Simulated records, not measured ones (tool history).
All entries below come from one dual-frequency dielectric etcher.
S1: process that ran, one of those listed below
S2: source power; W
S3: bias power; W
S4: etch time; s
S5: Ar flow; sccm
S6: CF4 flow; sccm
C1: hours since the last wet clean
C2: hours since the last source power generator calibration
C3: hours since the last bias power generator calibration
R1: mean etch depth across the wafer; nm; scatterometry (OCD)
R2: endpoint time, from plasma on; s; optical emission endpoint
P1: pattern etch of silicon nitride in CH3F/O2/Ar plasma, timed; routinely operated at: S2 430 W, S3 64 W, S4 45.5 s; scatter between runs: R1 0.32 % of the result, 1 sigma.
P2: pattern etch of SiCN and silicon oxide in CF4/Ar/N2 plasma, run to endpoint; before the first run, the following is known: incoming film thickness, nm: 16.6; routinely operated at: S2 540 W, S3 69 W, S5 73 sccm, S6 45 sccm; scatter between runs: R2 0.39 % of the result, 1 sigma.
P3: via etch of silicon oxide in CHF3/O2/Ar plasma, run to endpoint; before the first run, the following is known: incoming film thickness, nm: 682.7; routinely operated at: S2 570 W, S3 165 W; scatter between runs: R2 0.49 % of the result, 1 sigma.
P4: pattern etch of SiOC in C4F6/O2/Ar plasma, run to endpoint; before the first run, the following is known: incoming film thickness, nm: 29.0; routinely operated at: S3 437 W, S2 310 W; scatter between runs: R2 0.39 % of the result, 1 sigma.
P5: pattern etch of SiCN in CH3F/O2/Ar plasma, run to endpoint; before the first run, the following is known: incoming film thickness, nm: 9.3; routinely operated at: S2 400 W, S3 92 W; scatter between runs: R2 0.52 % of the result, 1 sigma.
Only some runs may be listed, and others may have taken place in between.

run 1 hour=8.1 | S1=P1 S2=430 S3=64 S4=45.5 | C1=319.8 C2=2593.1 C3=1287.8 | R1=32.352
run 2 hour=16.7 | S1=P1 S2=570 S3=64 S4=45.5 | C1=328.4 C2=2601.7 C3=1296.4 | R1=35.914
run 3 hour=23.3 | S1=P2 S2=540 S3=92 S5=73 S6=45 | C1=335.0 C2=2608.3 C3=1303.0 | R2=15.457
run 4 hour=28.8 | S1=P2 S2=540 S3=69 S5=73 S6=45 | C1=340.5 C2=2613.8 C3=1308.5 | R2=17.085
run 5 hour=34.3 | S1=P5 S2=550 S3=92 | C1=346.0 C2=2619.3 C3=1314.0 | R2=20.050
run 6 hour=40.5 | S1=P3 S2=570 S3=225 | C1=352.2 C2=2625.5 C3=1320.2 | R2=326.890
run 7 hour=45.6 | S1=P1 S2=270 S3=64 S4=26.5 | C1=357.3 C2=2630.6 C3=1325.3 | R1=15.792
run 8 hour=51.2 | S1=P3 S2=570 S3=165 | C1=362.9 C2=2636.2 C3=1330.9 | R2=360.750
run 9 hour=56.1 | S1=P3 S2=780 S3=165 | C1=367.8 C2=2641.1 C3=1335.8 | R2=321.210
run 10 hour=63.4 | S1=P1 S2=270 S3=64 S4=45.5 | C1=375.1 C2=2648.4 C3=1343.1 | R1=27.123
run 11 hour=68.8 | S1=P4 S2=180 S3=437 | C1=380.5 C2=2653.8 C3=1348.5 | R2=13.754
run 12 hour=76.2 | S1=P4 S2=310 S3=321 | C1=387.9 C2=2661.2 C3=1355.9 | R2=12.531
run 13 hour=81.5 | S1=P2 S2=540 S3=69 S5=58 S6=45 | C1=393.2 C2=2666.5 C3=1361.2 | R2=16.430
run 14 hour=87.7 | S1=P2 S2=740 S3=69 S5=73 S6=45 | C1=399.4 C2=2672.7 C3=1367.4 | R2=12.900
run 15 hour=96.4 | S1=P4 S2=310 S3=437 | C1=408.1 C2=2681.4 C3=1376.1 | R2=11.257
run 16 hour=103.2 | S1=P1 S2=430 S3=84 S4=45.5 | C1=414.9 C2=2688.2 C3=1382.9 | R1=35.401
-- hour=107.6 wet clean of the chamber
run 17 hour=108.3 | S1=P1 S2=430 S3=64 S4=35.5 | C1=0.7 C2=2693.3 C3=1388.0 | R1=25.158
run 18 hour=117.2 | S1=P2 S2=540 S3=69 S5=73 S6=45 | C1=9.6 C2=2702.2 C3=1396.9 | R2=16.894
run 19 hour=126.5 | S1=P4 S2=310 S3=437 | C1=18.9 C2=2711.5 C3=1406.2 | R2=11.268
run 20 hour=133.5 | S1=P1 S2=430 S3=45 S4=45.5 | C1=25.9 C2=2718.5 C3=1413.2 | R1=29.026
run 21 hour=141.3 | S1=P5 S2=400 S3=92 | C1=33.7 C2=2726.3 C3=1421.0 | R2=22.882
run 22 hour=147.9 | S1=P1 S2=430 S3=64 S4=45.5 | C1=40.3 C2=2732.9 C3=1427.6 | R1=32.142
run 23 hour=153.1 | S1=P5 S2=400 S3=129 | C1=45.5 C2=2738.1 C3=1432.8 | R2=19.775
run 24 hour=161.2 | S1=P1 S2=430 S3=64 S4=45.5 | C1=53.6 C2=2746.2 C3=1440.9 | R1=32.260
run 25 hour=166.9 | S1=P1 S2=430 S3=64 S4=59.5 | C1=59.3 C2=2751.9 C3=1446.6 | R1=42.245
run 26 hour=176.0 | S1=P1 S2=430 S3=64 S4=45.5 | C1=68.4 C2=2761.0 C3=1455.7 | R1=32.324
run 27 hour=181.2 | S1=P2 S2=540 S3=69 S5=73 S6=61 | C1=73.6 C2=2766.2 C3=1460.9 | R2=16.336
run 28 hour=186.8 | S1=P1 S2=430 S3=64 S4=45.5 | C1=79.2 C2=2771.8 C3=1466.5 | R1=32.263
run 29 hour=193.2 | S1=P1 S2=430 S3=64 S4=45.5 | C1=85.6 C2=2778.2 C3=1472.9 | R1=31.965
run 30 hour=197.5 | S1=P1 S2=430 S3=64 S4=45.5 | C1=89.9 C2=2782.5 C3=1477.2 | R1=31.933
run 31 hour=202.0 | S1=P1 S2=430 S3=64 S4=45.5 | C1=94.4 C2=2787.0 C3=1481.7 | R1=31.902
run 32 hour=207.1 | S1=P1 S2=430 S3=64 S4=45.5 | C1=99.5 C2=2792.1 C3=1486.8 | R1=31.797
-- hour=208.1 wet clean of the chamber
run 33 hour=214.4 | S1=P1 S2=430 S3=64 S4=45.5 | C1=6.3 C2=2799.4 C3=1494.1 | R1=31.773
run 34 hour=223.3 | S1=P1 S2=430 S3=64 S4=45.5 | C1=15.2 C2=2808.3 C3=1503.0 | R1=31.681
run 35 hour=231.7 | S1=P1 S2=430 S3=64 S4=45.5 | C1=23.6 C2=2816.7 C3=1511.4 | R1=31.871

The log shows P1 creeping away from where it was. Any of the 2 causes listed here, at the size stated for it, fits the log just as well as the others:
A: bias power that arrives under what is set, % = 4.77
B: source power that arrives under what is set, % = 4.12
The process output started creeping at around hour 186.8.
All other causes, with the reason each is excluded:
chamber walls in a state that lowers the etch rate, %: serviced at hour 208.1, after the drift had started, without restoring the earlier output

The 4 check runs listed below each average the results of 2 wafers, and their outcomes are marked with question marks. Under which run would the listed causes produce clearly different results?
run check 1 hour=240.1 | S1=P4 S2=310 S3=344 | R2=?
run check 2 hour=240.1 | S1=P2 S2=710 S3=89 S5=73 S6=45 | R2=?
run check 3 hour=240.1 | S1=P3 S2=720 S3=214 | R2=?
run check 4 hour=240.1 | S1=P5 S2=400 S3=105 | R2=?

How each check would come out, cause by cause:
check=check_1 result=R2 if_A=12.505 if_B=12.484
check=check_2 result=R2 if_A=12.507 if_B=12.760
check=check_3 result=R2 if_A=311.210 if_B=310.980
check=check_4 result=R2 if_A=21.898 if_B=21.832
Separation of the two closest causes in each check, using whichever result separates them best: check 1 0.17 %; check 2 2.01 %; check 3 0.07 %; check 4 0.3 %
Only check 2 tells the causes apart: in the others they would give nearly the same result.

After running check 2, the following was obtained: R2 12.489 s. Which cause does this point to?

The cause is A: bias power that arrives under what is set, %.
